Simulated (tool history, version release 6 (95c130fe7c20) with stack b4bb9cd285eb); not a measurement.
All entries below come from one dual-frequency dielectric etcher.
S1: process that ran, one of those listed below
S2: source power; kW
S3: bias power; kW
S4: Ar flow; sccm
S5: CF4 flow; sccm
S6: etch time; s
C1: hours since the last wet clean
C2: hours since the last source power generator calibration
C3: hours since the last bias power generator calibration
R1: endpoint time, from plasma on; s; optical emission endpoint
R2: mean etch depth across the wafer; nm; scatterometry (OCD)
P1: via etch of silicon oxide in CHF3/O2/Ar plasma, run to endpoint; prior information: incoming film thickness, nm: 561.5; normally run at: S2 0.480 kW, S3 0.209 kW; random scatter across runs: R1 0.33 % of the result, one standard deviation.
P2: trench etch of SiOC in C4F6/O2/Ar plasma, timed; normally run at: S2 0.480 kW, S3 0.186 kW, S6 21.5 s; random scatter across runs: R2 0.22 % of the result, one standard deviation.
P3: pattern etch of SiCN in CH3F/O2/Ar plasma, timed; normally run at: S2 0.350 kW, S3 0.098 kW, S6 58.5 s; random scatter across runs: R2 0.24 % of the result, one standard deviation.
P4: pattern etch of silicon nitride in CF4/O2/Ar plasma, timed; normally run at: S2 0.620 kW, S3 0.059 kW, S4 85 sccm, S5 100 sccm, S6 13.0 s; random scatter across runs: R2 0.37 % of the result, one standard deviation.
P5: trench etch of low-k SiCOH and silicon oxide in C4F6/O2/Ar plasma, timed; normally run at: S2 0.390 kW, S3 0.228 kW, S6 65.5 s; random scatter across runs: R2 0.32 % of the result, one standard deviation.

run,hour,S1,S2,S3,S4,S5,S6,C1,C2,C3,R1,R2
1,7.8,P1,0.480,0.209,,,,163.9,1373.8,1455.4,298.20,
2,23.8,P4,0.620,0.059,85,130,13.0,179.9,1389.8,1471.4,,33.681
3,33.0,P2,0.480,0.186,,,28.0,189.1,1399.0,1480.6,,64.707
4,40.8,P5,0.390,0.228,,,65.5,196.9,1406.8,1488.4,,232.840
5,52.3,P2,0.280,0.186,,,21.5,208.4,1418.3,1499.9,,40.104
6,67.7,P4,0.620,0.059,50,100,13.0,223.8,1433.7,1515.3,,34.094
7,75.8,P1,0.620,0.209,,,,231.9,1441.8,1523.4,271.54,
8,88.7,P1,0.480,0.163,,,,244.8,1454.7,1536.3,326.58,
9,99.6,P4,0.620,0.073,85,100,13.0,255.7,1465.6,1547.2,,35.098
10,108.1,P3,0.350,0.061,,,58.5,264.2,1474.1,1555.7,,19.453
11,115.7,P3,0.350,0.098,,,58.5,271.8,1481.7,1563.3,,23.055
12,131.1,P1,0.480,0.209,,,,287.2,1497.1,1578.7,297.95,
13,144.6,P1,0.400,0.251,,,,300.7,1510.6,1592.2,298.87,
14,157.9,P4,0.620,0.059,85,100,7.5,314.0,1523.9,1605.5,,18.604
15,173.8,P4,0.620,0.059,85,100,13.0,329.9,1539.8,1621.4,,32.582
16,186.5,P1,0.480,0.261,,,,342.6,1552.5,1634.1,275.71,
17,199.0,P1,0.480,0.209,,,,355.1,1565.0,1646.6,298.53,
18,214.0,P1,0.380,0.155,,,,370.1,1580.0,1661.6,361.61,
19,224.3,P3,0.280,0.098,,,58.5,380.4,1590.3,1671.9,,21.260
20,233.8,P1,0.480,0.209,,,,389.9,1599.8,1681.4,299.30,
21,242.2,P3,0.350,0.098,,,58.5,398.3,1608.2,1689.8,,23.235
22,251.0,P2,0.480,0.186,,,21.5,407.1,1617.0,1698.6,,49.662
23,263.4,P1,0.630,0.281,,,,419.5,1629.4,1711.0,243.81,
24,278.1,P5,0.500,0.228,,,65.5,434.2,1644.1,1725.7,,254.290
25,288.0,P1,0.290,0.209,,,,444.1,1654.0,1735.6,359.89,
26,298.1,P5,0.390,0.170,,,65.5,454.2,1664.1,1745.7,,210.590
27,310.3,P4,0.620,0.059,85,100,13.0,466.4,1676.3,1757.9,,32.721
28,325.0,P4,0.470,0.059,85,100,13.0,481.1,1691.0,1772.6,,25.702
29,332.5,P3,0.350,0.098,,,45.5,488.6,1698.5,1780.1,,18.018
30,345.6,P2,0.480,0.256,,,21.5,501.7,1711.6,1793.2,,54.982
31,354.7,P1,0.480,0.209,,,,510.8,1720.7,1802.3,297.31,
32,362.7,P5,0.390,0.228,,,91.5,518.8,1728.7,1810.3,,323.910
33,378.0,P1,0.480,0.209,,,,534.1,1744.0,1825.6,298.09,
34,389.9,P1,0.480,0.209,,,,546.0,1755.9,1837.5,299.37,
35,402.8,P1,0.480,0.209,,,,558.9,1768.8,1850.4,301.90,
36,410.1,P1,0.480,0.209,,,,566.2,1776.1,1857.7,301.29,
# hour 421.2: wet clean of the chamber
37,426.1,P1,0.480,0.209,,,,4.9,1792.1,1873.7,301.91,
38,441.1,P1,0.480,0.209,,,,19.9,1807.1,1888.7,301.81,
39,451.9,P1,0.480,0.209,,,,30.7,1817.9,1899.5,303.74,
40,458.9,P1,0.480,0.209,,,,37.7,1824.9,1906.5,305.05,
41,469.3,P1,0.480,0.209,,,,48.1,1835.3,1916.9,302.81,

The output of P1 has drifted from where it used to be. Each of the 2 causes below, taken at the size shown beside it, accounts for the log equally well:
A: bias power that arrives under what is set, % = 4.55
B: source power that arrives under what is set, % = 4.22
The gradual shift began around hour 378.0.
Why every other cause is out:
chamber walls in a state that lowers the etch rate, %: was serviced at hour 421.2, once the creep was under way, yet the earlier output never came back

Which of the check runs below tells the causes apart, meaning the causes would give it clearly different results? Each run uses 2 wafers whose results are averaged, and each result is shown as a question mark.
check 1,479.7,P5,0.390,0.228,,,65.5,,,,,?
check 2,479.7,P4,0.620,0.059,85,100,13.0,,,,,?
check 3,479.7,P2,0.480,0.186,,,21.5,,,,,?
check 4,479.7,P3,0.350,0.098,,,58.5,,,,,?

Check results expected under each cause:
check,result,if A,if B
check 1,R2,228.580,228.310
check 2,R2,31.956,31.315
check 3,R2,48.848,48.738
check 4,R2,22.714,22.753
Per-check spread between the two closest causes, in the result where they differ most: check 1 0.11 %; check 2 2.03 %; check 3 0.22 %; check 4 0.17 %
Check 2 tells the causes apart: in the others they would give nearly the same result.

With check 2 done, the readings were: R2 31.394 nm. Identify which of the listed causes applies.

It was cause B: source power that arrives under what is set, %.

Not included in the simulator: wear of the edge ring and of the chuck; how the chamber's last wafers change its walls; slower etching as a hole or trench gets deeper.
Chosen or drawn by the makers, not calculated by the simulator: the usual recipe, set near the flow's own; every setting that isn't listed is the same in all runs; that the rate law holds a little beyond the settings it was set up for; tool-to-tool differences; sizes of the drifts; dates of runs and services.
